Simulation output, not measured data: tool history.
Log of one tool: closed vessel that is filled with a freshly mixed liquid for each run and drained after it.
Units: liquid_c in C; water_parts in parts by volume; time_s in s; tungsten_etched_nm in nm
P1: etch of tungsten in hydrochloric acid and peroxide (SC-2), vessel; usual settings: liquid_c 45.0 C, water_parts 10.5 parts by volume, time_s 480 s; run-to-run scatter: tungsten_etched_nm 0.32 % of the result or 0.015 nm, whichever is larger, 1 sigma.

run,hour,liquid_c,water_parts,time_s,hours since the thermometer was replaced,hours since the chemicals flow meter was replaced,hours since the drum of peroxide was connected,tungsten_etched_nm
1,11.9,45.0,10.5,480,677.5,877.9,311.7,37.3270
2,20.4,45.0,10.5,480,686.0,886.4,320.2,37.0640
# hour 26.1: thermometer replaced
3,26.2,45.0,17.5,480,0.1,892.2,326.0,23.8340
4,38.0,45.0,10.5,830,11.9,904.0,337.8,64.0880
5,49.4,45.0,10.5,30,23.3,915.4,349.2,2.3156
6,55.2,35.0,10.5,480,29.1,921.2,355.0,18.2280
7,66.5,45.0,4.0,480,40.4,932.5,366.3,77.6610
8,73.6,38.0,10.5,200,47.5,939.6,373.4,9.4404
9,82.6,45.0,10.5,480,56.5,948.6,382.4,36.9390
10,88.3,53.5,10.5,480,62.2,954.3,388.1,65.1040
11,98.0,45.0,10.5,480,71.9,964.0,397.8,37.1190
12,109.9,45.0,10.5,480,83.8,975.9,409.7,37.0580
13,120.5,45.0,10.5,480,94.4,986.5,420.3,38.9720
14,127.7,45.0,10.5,480,101.6,993.7,427.5,39.3590
15,137.0,45.0,10.5,480,110.9,1003.0,436.8,39.8360
16,147.0,45.0,10.5,480,120.9,1013.0,446.8,40.0130
17,156.5,45.0,10.5,480,130.4,1022.5,456.3,40.3610

The next listed run, before its measurement:
18,167.1,45.0,10.5,480,141.0,1033.1,466.9,?

tungsten_etched_nm: 40.3860 nm
